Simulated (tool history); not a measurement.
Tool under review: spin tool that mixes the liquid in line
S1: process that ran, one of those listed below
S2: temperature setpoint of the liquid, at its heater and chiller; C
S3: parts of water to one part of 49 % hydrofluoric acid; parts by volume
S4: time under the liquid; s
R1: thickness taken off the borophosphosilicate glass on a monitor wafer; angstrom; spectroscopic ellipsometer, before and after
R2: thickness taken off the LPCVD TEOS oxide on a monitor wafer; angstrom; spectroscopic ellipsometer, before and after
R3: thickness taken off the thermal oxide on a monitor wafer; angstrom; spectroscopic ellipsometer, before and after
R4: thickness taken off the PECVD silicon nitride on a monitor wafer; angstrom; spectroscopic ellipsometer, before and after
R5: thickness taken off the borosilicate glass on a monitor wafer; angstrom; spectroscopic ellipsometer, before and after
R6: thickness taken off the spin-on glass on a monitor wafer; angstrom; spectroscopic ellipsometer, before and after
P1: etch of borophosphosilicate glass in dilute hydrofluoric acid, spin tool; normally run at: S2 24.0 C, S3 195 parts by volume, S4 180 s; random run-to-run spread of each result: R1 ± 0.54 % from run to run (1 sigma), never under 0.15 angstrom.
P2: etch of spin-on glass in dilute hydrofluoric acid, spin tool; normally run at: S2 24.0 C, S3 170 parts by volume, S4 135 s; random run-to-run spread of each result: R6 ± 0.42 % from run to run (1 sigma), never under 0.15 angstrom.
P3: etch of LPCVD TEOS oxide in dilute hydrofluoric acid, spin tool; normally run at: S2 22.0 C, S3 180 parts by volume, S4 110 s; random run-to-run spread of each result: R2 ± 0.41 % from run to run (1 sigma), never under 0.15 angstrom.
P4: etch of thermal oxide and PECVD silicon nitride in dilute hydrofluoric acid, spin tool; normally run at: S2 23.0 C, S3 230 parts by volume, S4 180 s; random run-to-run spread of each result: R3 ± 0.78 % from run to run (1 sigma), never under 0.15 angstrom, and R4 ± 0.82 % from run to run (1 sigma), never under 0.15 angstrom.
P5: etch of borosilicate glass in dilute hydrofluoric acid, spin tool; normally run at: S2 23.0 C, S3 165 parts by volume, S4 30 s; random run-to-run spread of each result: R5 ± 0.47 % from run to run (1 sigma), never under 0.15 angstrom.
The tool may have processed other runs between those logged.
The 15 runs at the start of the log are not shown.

| run | day | S1 | S2 | S3 | S4 | R1 | R2 | R3 | R4 | R5 | R6 |
|---|---|---|---|---|---|---|---|---|---|---|---|
| 16 | 7.604 | P2 | 24.0 | 170 | 135 |  |  |  |  |  | 184.18 |
| 17 | 8.092 | P3 | 22.0 | 180 | 110 |  | 286.05 |  |  |  |  |
| 18 | 8.446 | P2 | 20.5 | 170 | 135 |  |  |  |  |  | 161.76 |
| 19 | 8.846 | P3 | 22.0 | 180 | 185 |  | 479.65 |  |  |  |  |
| 20 | 9.171 | P1 | 28.0 | 195 | 180 | 433.73 |  |  |  |  |  |
| 21 | 9.788 | P1 | 24.0 | 355 | 260 | 251.93 |  |  |  |  |  |
| 22 | 10.117 | P2 | 24.0 | 270 | 135 |  |  |  |  |  | 104.67 |
| 23 | 10.504 | P4 | 23.0 | 230 | 180 |  |  | 31.069 | 31.494 |  |  |
| 24 | 11.008 | P5 | 17.0 | 165 | 30 |  |  |  |  | 44.320 |  |
| 25 | 11.667 | P4 | 23.0 | 230 | 180 |  |  | 30.241 | 31.121 |  |  |
| 26 | 12.058 | P1 | 24.0 | 195 | 180 | 376.86 |  |  |  |  |  |
| 27 | 12.571 | P2 | 24.0 | 170 | 210 |  |  |  |  |  | 286.05 |
| 28 | 13.142 | P3 | 28.5 | 180 | 110 |  | 364.75 |  |  |  |  |
| 29 | 13.646 | P1 | 24.0 | 115 | 180 | 692.86 |  |  |  |  |  |
| 30 | 14.271 | P5 | 23.0 | 295 | 30 |  |  |  |  | 27.485 |  |
| 31 | 14.925 | P4 | 17.5 | 230 | 180 |  |  | 24.362 | 21.731 |  |  |
| 32 | 15.438 | P1 | 24.0 | 195 | 180 | 371.32 |  |  |  |  |  |
| 33 | 15.825 | P1 | 24.0 | 195 | 180 | 357.43 |  |  |  |  |  |
| 34 | 16.254 | P1 | 24.0 | 195 | 180 | 352.39 |  |  |  |  |  |

Forecast run 35:
| 35 | 16.575 | P1 | 24.0 | 195 | 180 | ? |  |  |  |  |  |

Run 35 yielded R1 349.46 angstrom.
